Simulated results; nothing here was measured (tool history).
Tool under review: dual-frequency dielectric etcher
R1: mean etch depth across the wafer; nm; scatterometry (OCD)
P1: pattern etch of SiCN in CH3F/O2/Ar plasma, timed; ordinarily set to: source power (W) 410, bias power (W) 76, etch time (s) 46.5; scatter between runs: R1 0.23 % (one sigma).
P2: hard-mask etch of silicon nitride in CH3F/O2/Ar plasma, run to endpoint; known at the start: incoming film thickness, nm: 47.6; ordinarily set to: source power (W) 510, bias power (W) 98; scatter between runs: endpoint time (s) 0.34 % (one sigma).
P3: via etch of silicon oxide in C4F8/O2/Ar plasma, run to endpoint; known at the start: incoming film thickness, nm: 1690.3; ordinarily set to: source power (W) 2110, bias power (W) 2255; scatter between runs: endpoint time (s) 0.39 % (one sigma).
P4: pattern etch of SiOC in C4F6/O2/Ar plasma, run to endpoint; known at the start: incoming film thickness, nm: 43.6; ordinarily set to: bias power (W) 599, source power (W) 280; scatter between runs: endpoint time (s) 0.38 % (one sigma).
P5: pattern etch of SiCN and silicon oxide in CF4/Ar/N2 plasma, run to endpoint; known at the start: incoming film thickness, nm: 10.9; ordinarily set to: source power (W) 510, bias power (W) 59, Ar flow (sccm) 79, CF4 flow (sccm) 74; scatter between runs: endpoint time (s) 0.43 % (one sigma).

{"run": 1, "day": 0.488, "process that ran": "P1", "source power (W)": 410, "bias power (W)": 76, "etch time (s)": 46.5, "R1": 18.483}
{"run": 2, "day": 0.867, "process that ran": "P1", "source power (W)": 410, "bias power (W)": 46, "etch time (s)": 46.5, "R1": 15.574}
{"run": 3, "day": 1.171, "process that ran": "P5", "source power (W)": 510, "bias power (W)": 75, "Ar flow (sccm)": 79, "CF4 flow (sccm)": 74, "endpoint time (s)": 10.437}
{"run": 4, "day": 1.396, "process that ran": "P1", "source power (W)": 340, "bias power (W)": 61, "etch time (s)": 46.5, "R1": 15.921}
{"run": 5, "day": 1.646, "process that ran": "P5", "source power (W)": 360, "bias power (W)": 59, "Ar flow (sccm)": 79, "CF4 flow (sccm)": 74, "endpoint time (s)": 15.434}
{"run": 6, "day": 2.067, "process that ran": "P1", "source power (W)": 410, "bias power (W)": 76, "etch time (s)": 46.5, "R1": 18.5}
{"run": 7, "day": 2.321, "process that ran": "P4", "source power (W)": 200, "bias power (W)": 599, "endpoint time (s)": 18.144}
{"run": 8, "day": 2.612, "process that ran": "P3", "source power (W)": 2110, "bias power (W)": 2255, "endpoint time (s)": 314.75}
{"run": 9, "day": 3.017, "process that ran": "P5", "source power (W)": 510, "bias power (W)": 59, "Ar flow (sccm)": 48, "CF4 flow (sccm)": 74, "endpoint time (s)": 10.454}
{"run": 10, "day": 3.392, "process that ran": "P5", "source power (W)": 510, "bias power (W)": 59, "Ar flow (sccm)": 79, "CF4 flow (sccm)": 74, "endpoint time (s)": 11.187}
{"run": 11, "day": 3.788, "process that ran": "P1", "source power (W)": 410, "bias power (W)": 76, "etch time (s)": 46.5, "R1": 18.524}
{"run": 12, "day": 4.117, "process that ran": "P5", "source power (W)": 510, "bias power (W)": 59, "Ar flow (sccm)": 79, "CF4 flow (sccm)": 74, "endpoint time (s)": 11.253}
{"run": 13, "day": 4.546, "process that ran": "P2", "source power (W)": 510, "bias power (W)": 123, "endpoint time (s)": 51.789}
{"run": 14, "day": 4.925, "process that ran": "P5", "source power (W)": 510, "bias power (W)": 59, "Ar flow (sccm)": 79, "CF4 flow (sccm)": 94, "endpoint time (s)": 10.842}
{"run": 15, "day": 5.338, "process that ran": "P3", "source power (W)": 2110, "bias power (W)": 1331, "endpoint time (s)": 367.62}
{"run": 16, "day": 5.621, "process that ran": "P1", "source power (W)": 410, "bias power (W)": 48, "etch time (s)": 55.5, "R1": 18.913}
{"run": 17, "day": 6.008, "process that ran": "P1", "source power (W)": 550, "bias power (W)": 95, "etch time (s)": 46.5, "R1": 22.356}
{"run": 18, "day": 6.312, "process that ran": "P3", "source power (W)": 2720, "bias power (W)": 2255, "endpoint time (s)": 286.02}
{"run": 19, "day": 6.579, "process that ran": "P1", "source power (W)": 410, "bias power (W)": 76, "etch time (s)": 26.0, "R1": 10.323}
{"run": 20, "day": 6.833, "process that ran": "P1", "source power (W)": 410, "bias power (W)": 76, "etch time (s)": 46.5, "R1": 18.577}
{"run": 21, "day": 7.058, "process that ran": "P1", "source power (W)": 410, "bias power (W)": 94, "etch time (s)": 46.5, "R1": 19.985}
{"run": 22, "day": 7.546, "process that ran": "P4", "source power (W)": 280, "bias power (W)": 392, "endpoint time (s)": 18.89}
{"run": 23, "day": 8.033, "process that ran": "P2", "source power (W)": 660, "bias power (W)": 98, "endpoint time (s)": 51.149}
{"run": 24, "day": 8.288, "process that ran": "P1", "source power (W)": 410, "bias power (W)": 76, "etch time (s)": 46.5, "R1": 18.515}
{"run": 25, "day": 8.558, "process that ran": "P1", "source power (W)": 290, "bias power (W)": 76, "etch time (s)": 46.5, "R1": 16.292}
{"run": 26, "day": 8.867, "process that ran": "P1", "source power (W)": 410, "bias power (W)": 76, "etch time (s)": 46.5, "R1": 18.531}
{"run": 27, "day": 9.3, "process that ran": "P2", "source power (W)": 510, "bias power (W)": 98, "endpoint time (s)": 55.992}
{"run": 28, "day": 9.675, "process that ran": "P2", "source power (W)": 510, "bias power (W)": 98, "endpoint time (s)": 56.119}
{"run": 29, "day": 10.133, "process that ran": "P4", "source power (W)": 280, "bias power (W)": 599, "endpoint time (s)": 16.009}
{"run": 30, "day": 10.412, "process that ran": "P1", "source power (W)": 410, "bias power (W)": 76, "etch time (s)": 58.0, "R1": 23.088}
{"run": 31, "day": 10.9, "process that ran": "P1", "source power (W)": 560, "bias power (W)": 76, "etch time (s)": 46.5, "R1": 20.703}
{"run": 32, "day": 11.238, "process that ran": "P3", "source power (W)": 2110, "bias power (W)": 2255, "endpoint time (s)": 313.42}
{"run": 33, "day": 11.733, "process that ran": "P1", "source power (W)": 410, "bias power (W)": 76, "etch time (s)": 46.5, "R1": 18.471}
{"run": 34, "day": 12.067, "process that ran": "P1", "source power (W)": 410, "bias power (W)": 76, "etch time (s)": 46.5, "R1": 18.347}
{"run": 35, "day": 12.479, "process that ran": "P1", "source power (W)": 410, "bias power (W)": 76, "etch time (s)": 46.5, "R1": 18.308}
{"run": 36, "day": 12.988, "process that ran": "P1", "source power (W)": 410, "bias power (W)": 76, "etch time (s)": 46.5, "R1": 18.218}
{"day": 13.0, "done": "wet clean of the chamber"}
{"run": 37, "day": 13.433, "process that ran": "P1", "source power (W)": 410, "bias power (W)": 76, "etch time (s)": 46.5, "R1": 18.197}
{"run": 38, "day": 13.762, "process that ran": "P1", "source power (W)": 410, "bias power (W)": 76, "etch time (s)": 46.5, "R1": 18.31}
{"run": 39, "day": 14.112, "process that ran": "P1", "source power (W)": 410, "bias power (W)": 76, "etch time (s)": 46.5, "R1": 18.222}
{"run": 40, "day": 14.5, "process that ran": "P1", "source power (W)": 410, "bias power (W)": 76, "etch time (s)": 46.5, "R1": 18.176}

Forecast run 41:
{"run": 41, "day": 14.854, "process that ran": "P1", "source power (W)": 410, "bias power (W)": 76, "etch time (s)": 46.5, "R1": "?"}

{"run 41": {"R1": 18.15}}
